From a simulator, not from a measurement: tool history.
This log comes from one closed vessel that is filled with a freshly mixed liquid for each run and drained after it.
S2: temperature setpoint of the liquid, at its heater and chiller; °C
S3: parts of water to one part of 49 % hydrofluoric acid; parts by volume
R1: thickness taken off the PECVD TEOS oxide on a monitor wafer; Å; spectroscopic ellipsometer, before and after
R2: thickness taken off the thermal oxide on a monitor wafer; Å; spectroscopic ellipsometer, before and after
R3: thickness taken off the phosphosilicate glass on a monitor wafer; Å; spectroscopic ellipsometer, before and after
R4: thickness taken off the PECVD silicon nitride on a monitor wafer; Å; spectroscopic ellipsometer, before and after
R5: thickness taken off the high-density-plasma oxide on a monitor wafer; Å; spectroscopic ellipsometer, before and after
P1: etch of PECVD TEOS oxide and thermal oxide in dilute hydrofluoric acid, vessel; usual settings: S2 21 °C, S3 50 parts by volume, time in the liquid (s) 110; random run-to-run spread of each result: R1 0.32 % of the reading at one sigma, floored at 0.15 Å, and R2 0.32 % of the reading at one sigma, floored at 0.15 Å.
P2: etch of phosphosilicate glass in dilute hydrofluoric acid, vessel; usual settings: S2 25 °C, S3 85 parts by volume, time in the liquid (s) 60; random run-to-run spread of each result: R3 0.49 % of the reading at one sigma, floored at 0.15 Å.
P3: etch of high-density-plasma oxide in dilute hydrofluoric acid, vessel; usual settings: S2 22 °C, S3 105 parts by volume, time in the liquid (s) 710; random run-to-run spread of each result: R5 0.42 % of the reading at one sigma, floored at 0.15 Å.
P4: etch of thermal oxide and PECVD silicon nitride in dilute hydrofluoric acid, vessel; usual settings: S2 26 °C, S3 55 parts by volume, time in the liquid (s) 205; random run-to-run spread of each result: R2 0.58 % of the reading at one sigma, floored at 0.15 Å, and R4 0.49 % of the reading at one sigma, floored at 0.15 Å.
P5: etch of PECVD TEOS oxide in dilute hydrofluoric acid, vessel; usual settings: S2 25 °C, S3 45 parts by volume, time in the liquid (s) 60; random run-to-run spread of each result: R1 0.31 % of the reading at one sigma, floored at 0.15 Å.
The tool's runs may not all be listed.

{"run": 1, "hour": 6.2, "process that ran": "P1", "S2": 21, "S3": 50, "time in the liquid (s)": 110, "R1": 574.85, "R2": 94.125}
{"run": 2, "hour": 11.6, "process that ran": "P2", "S2": 25, "S3": 85, "time in the liquid (s)": 60, "R3": 1434.5}
{"run": 3, "hour": 15.7, "process that ran": "P1", "S2": 21, "S3": 50, "time in the liquid (s)": 110, "R1": 576.61, "R2": 94.394}
{"run": 4, "hour": 21.5, "process that ran": "P5", "S2": 25, "S3": 70, "time in the liquid (s)": 60, "R1": 268.43}
{"run": 5, "hour": 30.2, "process that ran": "P5", "S2": 29.5, "S3": 45, "time in the liquid (s)": 60, "R1": 515.25}
{"run": 6, "hour": 39.0, "process that ran": "P1", "S2": 21, "S3": 50, "time in the liquid (s)": 160, "R1": 836.92, "R2": 137.46}
{"hour": 40.1, "done": "hydrofluoric acid flow meter replaced"}
{"run": 7, "hour": 48.0, "process that ran": "P4", "S2": 20, "S3": 55, "time in the liquid (s)": 205, "R2": 158.69, "R4": 81.046}
{"run": 8, "hour": 55.3, "process that ran": "P1", "S2": 21, "S3": 50, "time in the liquid (s)": 110, "R1": 574.64, "R2": 94.72}
{"run": 9, "hour": 62.2, "process that ran": "P3", "S2": 22, "S3": 105, "time in the liquid (s)": 30, "R5": 13.242}
{"run": 10, "hour": 68.0, "process that ran": "P1", "S2": 21, "S3": 50, "time in the liquid (s)": 110, "R1": 574.37, "R2": 94.086}
{"run": 11, "hour": 73.6, "process that ran": "P5", "S2": 25, "S3": 45, "time in the liquid (s)": 60, "R1": 431.38}
{"run": 12, "hour": 81.0, "process that ran": "P1", "S2": 17, "S3": 50, "time in the liquid (s)": 110, "R1": 484.86, "R2": 80.059}
{"run": 13, "hour": 88.2, "process that ran": "P1", "S2": 28, "S3": 50, "time in the liquid (s)": 110, "R1": 766.53, "R2": 126.02}
{"run": 14, "hour": 93.2, "process that ran": "P1", "S2": 21, "S3": 20, "time in the liquid (s)": 55, "R1": 740.74, "R2": 123.04}
{"run": 15, "hour": 97.5, "process that ran": "P2", "S2": 25, "S3": 35, "time in the liquid (s)": 60, "R3": 3742.6}
{"run": 16, "hour": 102.9, "process that ran": "P3", "S2": 22, "S3": 105, "time in the liquid (s)": 710, "R5": 310.32}
{"run": 17, "hour": 108.0, "process that ran": "P1", "S2": 21, "S3": 30, "time in the liquid (s)": 110, "R1": 980.37, "R2": 161.5}
{"run": 18, "hour": 116.9, "process that ran": "P2", "S2": 32, "S3": 85, "time in the liquid (s)": 60, "R3": 1888.5}
{"run": 19, "hour": 121.1, "process that ran": "P1", "S2": 21, "S3": 50, "time in the liquid (s)": 110, "R1": 577.12, "R2": 94.958}
{"run": 20, "hour": 126.9, "process that ran": "P4", "S2": 26, "S3": 100, "time in the liquid (s)": 205, "R2": 106.32, "R4": 67.734}
{"run": 21, "hour": 136.1, "process that ran": "P3", "S2": 22, "S3": 105, "time in the liquid (s)": 710, "R5": 308.9}
{"run": 22, "hour": 142.2, "process that ran": "P1", "S2": 21, "S3": 50, "time in the liquid (s)": 110, "R1": 577.84, "R2": 93.883}
{"run": 23, "hour": 150.1, "process that ran": "P4", "S2": 26, "S3": 55, "time in the liquid (s)": 205, "R2": 205.83, "R4": 121.81}
{"run": 24, "hour": 155.6, "process that ran": "P4", "S2": 26, "S3": 55, "time in the liquid (s)": 325, "R2": 322.94, "R4": 193.4}

Run 25 has not been measured yet. What should we expect?
{"run": 25, "hour": 162.6, "process that ran": "P2", "S2": 25, "S3": 85, "time in the liquid (s)": 90, "R3": "?"}

Logged for run 25: R3 2164.1 Å.

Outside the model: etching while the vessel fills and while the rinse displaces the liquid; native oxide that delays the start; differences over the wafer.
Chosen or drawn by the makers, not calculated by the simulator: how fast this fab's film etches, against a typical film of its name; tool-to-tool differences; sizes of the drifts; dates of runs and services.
